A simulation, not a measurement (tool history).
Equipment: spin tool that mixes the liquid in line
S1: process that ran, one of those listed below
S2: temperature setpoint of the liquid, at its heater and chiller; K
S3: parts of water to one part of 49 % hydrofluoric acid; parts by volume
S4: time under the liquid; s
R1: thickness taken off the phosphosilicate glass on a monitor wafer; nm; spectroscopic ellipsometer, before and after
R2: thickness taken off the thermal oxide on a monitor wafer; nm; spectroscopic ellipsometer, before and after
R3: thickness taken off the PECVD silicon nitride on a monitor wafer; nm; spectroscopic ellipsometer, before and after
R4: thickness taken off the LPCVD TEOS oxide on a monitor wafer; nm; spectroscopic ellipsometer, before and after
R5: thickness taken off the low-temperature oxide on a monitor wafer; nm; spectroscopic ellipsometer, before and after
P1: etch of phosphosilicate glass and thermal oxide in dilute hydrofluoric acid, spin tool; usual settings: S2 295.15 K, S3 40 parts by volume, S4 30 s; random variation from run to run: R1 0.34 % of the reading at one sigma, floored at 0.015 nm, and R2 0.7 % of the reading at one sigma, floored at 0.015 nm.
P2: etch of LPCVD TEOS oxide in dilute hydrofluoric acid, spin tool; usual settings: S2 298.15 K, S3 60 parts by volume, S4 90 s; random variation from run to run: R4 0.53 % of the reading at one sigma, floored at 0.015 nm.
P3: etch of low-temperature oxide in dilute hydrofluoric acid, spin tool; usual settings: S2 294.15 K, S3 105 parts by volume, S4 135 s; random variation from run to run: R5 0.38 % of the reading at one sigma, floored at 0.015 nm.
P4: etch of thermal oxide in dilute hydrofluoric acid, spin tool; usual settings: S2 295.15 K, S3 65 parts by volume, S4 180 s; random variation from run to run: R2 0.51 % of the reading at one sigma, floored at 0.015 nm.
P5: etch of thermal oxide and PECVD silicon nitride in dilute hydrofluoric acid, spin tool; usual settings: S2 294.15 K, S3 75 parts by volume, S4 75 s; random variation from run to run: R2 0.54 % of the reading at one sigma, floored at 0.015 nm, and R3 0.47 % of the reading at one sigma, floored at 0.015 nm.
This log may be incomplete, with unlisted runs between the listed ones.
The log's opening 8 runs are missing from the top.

Run 9, hour 128.5: S1 P4, S2 303.15 K, S3 65 parts by volume, S4 180 s. Result: R2 17.195 nm.
Run 10, hour 138.2: S1 P4, S2 295.15 K, S3 65 parts by volume, S4 180 s. Result: R2 12.277 nm.
Run 11, hour 154: S1 P1, S2 295.15 K, S3 40 parts by volume, S4 30 s. Result: R1 77.17 nm, R2 3.5612 nm.
Run 12, hour 169.1: S1 P3, S2 294.15 K, S3 185 parts by volume, S4 135 s. Result: R5 13.215 nm.
Run 13, hour 185.3: S1 P2, S2 298.15 K, S3 60 parts by volume, S4 90 s. Result: R4 49.991 nm.
Run 14, hour 197.5: S1 P2, S2 298.15 K, S3 60 parts by volume, S4 170 s. Result: R4 94.7 nm.
Run 15, hour 206.4: S1 P5, S2 294.15 K, S3 75 parts by volume, S4 75 s. Result: R2 4.3824 nm, R3 4.8269 nm.
Run 16, hour 215.9: S1 P1, S2 301.15 K, S3 40 parts by volume, S4 30 s. Result: R1 98.636 nm, R2 4.5318 nm.
Run 17, hour 232: S1 P3, S2 294.15 K, S3 105 parts by volume, S4 135 s. Result: R5 25.542 nm.
Run 18, hour 244.4: S1 P1, S2 295.15 K, S3 65 parts by volume, S4 30 s. Result: R1 46.054 nm, R2 2.0906 nm.
Run 19, hour 252.6: S1 P1, S2 290.15 K, S3 40 parts by volume, S4 30 s. Result: R1 62.202 nm, R2 2.8601 nm.
Run 20, hour 269.7: S1 P1, S2 295.15 K, S3 40 parts by volume, S4 30 s. Result: R1 76.76 nm, R2 3.4792 nm.
Run 21, hour 282.6: S1 P5, S2 290.15 K, S3 75 parts by volume, S4 75 s. Result: R2 3.7534 nm, R3 3.6385 nm.
Run 22, hour 293.6: S1 P5, S2 294.15 K, S3 75 parts by volume, S4 115 s. Result: R2 6.6885 nm, R3 7.4217 nm.
At hour 305.9: hydrofluoric acid flow meter replaced.
Run 23, hour 307.2: S1 P2, S2 298.15 K, S3 60 parts by volume, S4 90 s. Result: R4 49.633 nm.
Run 24, hour 324.5: S1 P1, S2 295.15 K, S3 40 parts by volume, S4 60 s. Result: R1 154.1 nm, R2 7.109 nm.
Run 25, hour 338.1: S1 P4, S2 295.15 K, S3 45 parts by volume, S4 180 s. Result: R2 18.097 nm.

What does the tool deliver on the next run?
Run 26, hour 348.6: S1 P3, S2 290.15 K, S3 105 parts by volume, S4 135 s. Result: R5 ?.

Run 26 came out at R5 21.612 nm.
